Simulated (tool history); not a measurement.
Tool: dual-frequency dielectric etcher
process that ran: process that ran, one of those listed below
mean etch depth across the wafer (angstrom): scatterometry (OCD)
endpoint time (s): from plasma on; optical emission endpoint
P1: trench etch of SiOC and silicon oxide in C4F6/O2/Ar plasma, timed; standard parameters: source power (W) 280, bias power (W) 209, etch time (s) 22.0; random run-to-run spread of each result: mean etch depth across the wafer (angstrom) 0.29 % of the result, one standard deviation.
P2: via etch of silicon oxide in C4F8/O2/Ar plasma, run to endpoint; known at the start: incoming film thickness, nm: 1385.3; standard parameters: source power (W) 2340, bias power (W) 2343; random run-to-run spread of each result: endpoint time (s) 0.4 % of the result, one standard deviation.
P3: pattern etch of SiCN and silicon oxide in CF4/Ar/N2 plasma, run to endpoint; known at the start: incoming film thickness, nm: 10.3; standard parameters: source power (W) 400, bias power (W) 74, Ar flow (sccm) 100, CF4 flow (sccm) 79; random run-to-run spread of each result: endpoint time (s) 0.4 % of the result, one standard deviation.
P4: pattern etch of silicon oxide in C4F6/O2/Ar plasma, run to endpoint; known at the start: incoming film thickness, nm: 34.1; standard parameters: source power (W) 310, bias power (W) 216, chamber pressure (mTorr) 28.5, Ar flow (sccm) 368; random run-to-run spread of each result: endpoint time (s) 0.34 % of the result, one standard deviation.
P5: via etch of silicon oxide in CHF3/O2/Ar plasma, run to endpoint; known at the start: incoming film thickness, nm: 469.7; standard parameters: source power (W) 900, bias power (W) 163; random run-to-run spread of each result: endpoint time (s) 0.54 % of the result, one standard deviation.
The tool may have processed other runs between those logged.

| run | day | process that ran | source power (W) | bias power (W) | etch time (s) | chamber pressure (mTorr) | Ar flow (sccm) | CF4 flow (sccm) | mean etch depth across the wafer (angstrom) | endpoint time (s) |
|---|---|---|---|---|---|---|---|---|---|---|
| 1 | 0.333 | P1 | 280 | 209 | 22.0 |  |  |  | 395.58 |  |
| 2 | 0.692 | P5 | 740 | 163 |  |  |  |  |  | 228.510 |
| 3 | 0.967 | P4 | 310 | 216 |  | 28.5 | 286 |  |  | 11.257 |
| 4 | 1.412 | P1 | 280 | 209 | 22.0 |  |  |  | 392.20 |  |
| 5 | 1.854 | P3 | 400 | 46 |  |  | 100 | 79 |  | 15.586 |
| 6 | 2.079 | P1 | 280 | 209 | 15.5 |  |  |  | 277.24 |  |
| 7 | 2.325 | P1 | 280 | 280 | 22.0 |  |  |  | 433.12 |  |
| 8 | 2.667 | P4 | 310 | 216 |  | 28.5 | 368 |  |  | 11.484 |
| 9 | 3.050 | P4 | 440 | 216 |  | 28.5 | 368 |  |  | 10.021 |
| 10 | 3.333 | P2 | 2340 | 1364 |  |  |  |  |  | 286.770 |
| 11 | 3.554 | P2 | 1430 | 2343 |  |  |  |  |  | 299.450 |
| 12 | 3.792 | P5 | 900 | 163 |  |  |  |  |  | 213.300 |
| 13 | 4.154 | P4 | 310 | 148 |  | 28.5 | 368 |  |  | 13.059 |
|  | 4.525 | source power generator calibrated |
| 14 | 4.558 | P2 | 2340 | 2343 |  |  |  |  |  | 245.630 |
| 15 | 4.846 | P1 | 280 | 258 | 12.0 |  |  |  | 229.83 |  |
| 16 | 5.262 | P2 | 2340 | 2343 |  |  |  |  |  | 247.180 |
| 17 | 5.462 | P4 | 310 | 216 |  | 28.5 | 368 |  |  | 11.585 |
| 18 | 5.708 | P3 | 500 | 74 |  |  | 100 | 79 |  | 10.884 |
| 19 | 6.054 | P1 | 280 | 209 | 22.0 |  |  |  | 392.15 |  |
| 20 | 6.383 | P3 | 400 | 74 |  |  | 100 | 79 |  | 13.198 |
| 21 | 6.729 | P3 | 400 | 74 |  |  | 77 | 79 |  | 12.909 |
| 22 | 6.967 | P1 | 280 | 209 | 22.0 |  |  |  | 394.21 |  |
| 23 | 7.225 | P5 | 900 | 226 |  |  |  |  |  | 191.960 |
| 24 | 7.433 | P3 | 400 | 74 |  |  | 100 | 57 |  | 13.923 |
| 25 | 7.871 | P1 | 280 | 164 | 22.0 |  |  |  | 363.58 |  |
| 26 | 8.271 | P1 | 380 | 209 | 22.0 |  |  |  | 438.61 |  |
| 27 | 8.642 | P1 | 220 | 251 | 22.0 |  |  |  | 383.25 |  |
| 28 | 8.900 | P1 | 200 | 209 | 22.0 |  |  |  | 345.54 |  |
| 29 | 9.329 | P1 | 280 | 209 | 22.0 |  |  |  | 394.37 |  |
| 30 | 9.575 | P4 | 310 | 216 |  | 39.0 | 368 |  |  | 11.951 |
| 31 | 10.012 | P1 | 280 | 209 | 31.0 |  |  |  | 552.81 |  |
| 32 | 10.379 | P1 | 280 | 153 | 14.0 |  |  |  | 226.90 |  |
| 33 | 10.604 | P1 | 280 | 209 | 22.0 |  |  |  | 393.82 |  |
| 34 | 10.975 | P1 | 280 | 209 | 22.0 |  |  |  | 391.53 |  |
| 35 | 11.204 | P1 | 280 | 209 | 22.0 |  |  |  | 388.89 |  |
| 36 | 11.538 | P1 | 280 | 209 | 22.0 |  |  |  | 388.11 |  |
| 37 | 11.921 | P1 | 280 | 209 | 22.0 |  |  |  | 388.90 |  |
| 38 | 12.254 | P1 | 280 | 209 | 22.0 |  |  |  | 386.19 |  |
| 39 | 12.458 | P1 | 280 | 209 | 22.0 |  |  |  | 385.79 |  |
|  | 12.475 | wet clean of the chamber |
| 40 | 12.704 | P1 | 280 | 209 | 22.0 |  |  |  | 387.86 |  |
| 41 | 13.029 | P1 | 280 | 209 | 22.0 |  |  |  | 389.72 |  |
| 42 | 13.417 | P1 | 280 | 209 | 22.0 |  |  |  | 386.39 |  |

What P1 gives has crept off from where it sat before. The 2 causes that follow fit the log equally well, each at the size noted:
A: bias power that arrives under what is set, % = 4.44
B: source power that arrives under what is set, % = 3.88
The creep began at about day 10.604.
Other possible causes, and why each is ruled out:
chamber walls in a state that lowers the etch rate, %: serviced at day 12.475, which brought nothing back

Below are 4 check runs, each averaged over 2 wafers, with their results shown as question marks. Which of them would give clearly different results depending on which cause is behind the drift?
| check 1 | 13.804 | P3 | 400 | 51 |  |  | 100 | 79 |  | ? |
| check 2 | 13.804 | P4 | 440 | 165 |  | 28.5 | 368 |  |  | ? |
| check 3 | 13.804 | P2 | 1740 | 2343 |  |  |  |  |  | ? |
| check 4 | 13.804 | P5 | 900 | 197 |  |  |  |  |  | ? |

What each check would give under each cause:
| check | result | if A | if B |
|---|---|---|---|
| check 1 | endpoint time (s) | 15.171 | 15.498 |
| check 2 | endpoint time (s) | 11.122 | 11.140 |
| check 3 | endpoint time (s) | 281.780 | 282.370 |
| check 4 | endpoint time (s) | 202.590 | 202.620 |
Per check, the gap between the least separated pair of causes, taken in the result that splits them most: check 1 2.14 %; check 2 0.16 %; check 3 0.21 %; check 4 0.01 %
Check 1 is the one run that separates the causes; every other check would come out nearly the same whichever cause is at work.

With check 1 done, the readings were: endpoint time (s) 15.115. Identify which of the listed causes applies.

The correct cause is A, namely: bias power that arrives under what is set, %.
